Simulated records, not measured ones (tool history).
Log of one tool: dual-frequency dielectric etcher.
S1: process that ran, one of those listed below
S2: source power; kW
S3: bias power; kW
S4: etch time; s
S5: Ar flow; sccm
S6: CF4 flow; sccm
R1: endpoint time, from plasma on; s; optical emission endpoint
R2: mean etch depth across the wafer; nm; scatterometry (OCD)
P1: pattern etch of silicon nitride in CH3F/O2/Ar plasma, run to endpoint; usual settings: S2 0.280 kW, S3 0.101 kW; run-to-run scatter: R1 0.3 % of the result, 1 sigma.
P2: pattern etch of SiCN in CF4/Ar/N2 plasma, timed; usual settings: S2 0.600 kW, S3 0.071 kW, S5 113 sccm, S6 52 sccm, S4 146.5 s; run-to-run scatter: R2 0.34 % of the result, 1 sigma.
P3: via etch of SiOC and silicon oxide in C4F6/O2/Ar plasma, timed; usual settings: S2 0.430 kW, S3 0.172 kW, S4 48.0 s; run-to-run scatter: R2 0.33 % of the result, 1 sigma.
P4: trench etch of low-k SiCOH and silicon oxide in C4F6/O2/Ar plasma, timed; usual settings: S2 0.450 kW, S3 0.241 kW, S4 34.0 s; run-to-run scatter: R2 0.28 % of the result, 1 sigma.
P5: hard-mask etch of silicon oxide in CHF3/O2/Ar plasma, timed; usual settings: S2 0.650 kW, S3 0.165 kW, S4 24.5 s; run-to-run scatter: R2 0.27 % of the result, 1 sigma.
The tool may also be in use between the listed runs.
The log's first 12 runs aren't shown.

| run | hour | S1 | S2 | S3 | S4 | S5 | S6 | R1 | R2 |
|---|---|---|---|---|---|---|---|---|---|
| 13 | 131.0 | P4 | 0.450 | 0.241 | 22.5 |  |  |  | 83.619 |
| 14 | 139.9 | P2 | 0.600 | 0.071 | 146.5 | 113 | 52 |  | 148.140 |
| 15 | 152.3 | P1 | 0.280 | 0.101 |  |  |  | 49.475 |  |
| 16 | 162.7 | P5 | 0.650 | 0.165 | 24.5 |  |  |  | 49.609 |
| 17 | 168.7 | P1 | 0.280 | 0.128 |  |  |  | 45.312 |  |
| 18 | 180.8 | P4 | 0.540 | 0.241 | 34.0 |  |  |  | 136.070 |
| 19 | 187.5 | P1 | 0.280 | 0.101 |  |  |  | 49.249 |  |
| 20 | 194.0 | P3 | 0.430 | 0.172 | 48.0 |  |  |  | 55.602 |
| 21 | 203.6 | P1 | 0.280 | 0.101 |  |  |  | 49.152 |  |
| 22 | 214.7 | P2 | 0.600 | 0.071 | 146.5 | 143 | 52 |  | 141.840 |
| 23 | 222.7 | P2 | 0.600 | 0.071 | 218.5 | 113 | 52 |  | 220.260 |
| 24 | 232.2 | P1 | 0.160 | 0.101 |  |  |  | 60.310 |  |
| 25 | 241.8 | P4 | 0.450 | 0.241 | 34.0 |  |  |  | 125.840 |
| 26 | 251.1 | P2 | 0.600 | 0.044 | 146.5 | 113 | 52 |  | 126.180 |
| 27 | 259.3 | P1 | 0.280 | 0.101 |  |  |  | 49.375 |  |
| 28 | 269.4 | P5 | 0.880 | 0.165 | 24.5 |  |  |  | 55.947 |
|  | 271.8 | bias power generator calibrated |
| 29 | 282.0 | P3 | 0.430 | 0.172 | 27.5 |  |  |  | 31.768 |
| 30 | 290.1 | P5 | 0.650 | 0.165 | 24.5 |  |  |  | 49.692 |
| 31 | 300.0 | P5 | 0.650 | 0.101 | 24.5 |  |  |  | 42.488 |
| 32 | 311.9 | P1 | 0.280 | 0.101 |  |  |  | 49.281 |  |
| 33 | 320.1 | P3 | 0.430 | 0.172 | 48.0 |  |  |  | 55.734 |

The next listed run, before its measurement:
| 34 | 326.2 | P1 | 0.280 | 0.101 |  |  |  | ? |  |

Run 34 gave R1 49.251 s.

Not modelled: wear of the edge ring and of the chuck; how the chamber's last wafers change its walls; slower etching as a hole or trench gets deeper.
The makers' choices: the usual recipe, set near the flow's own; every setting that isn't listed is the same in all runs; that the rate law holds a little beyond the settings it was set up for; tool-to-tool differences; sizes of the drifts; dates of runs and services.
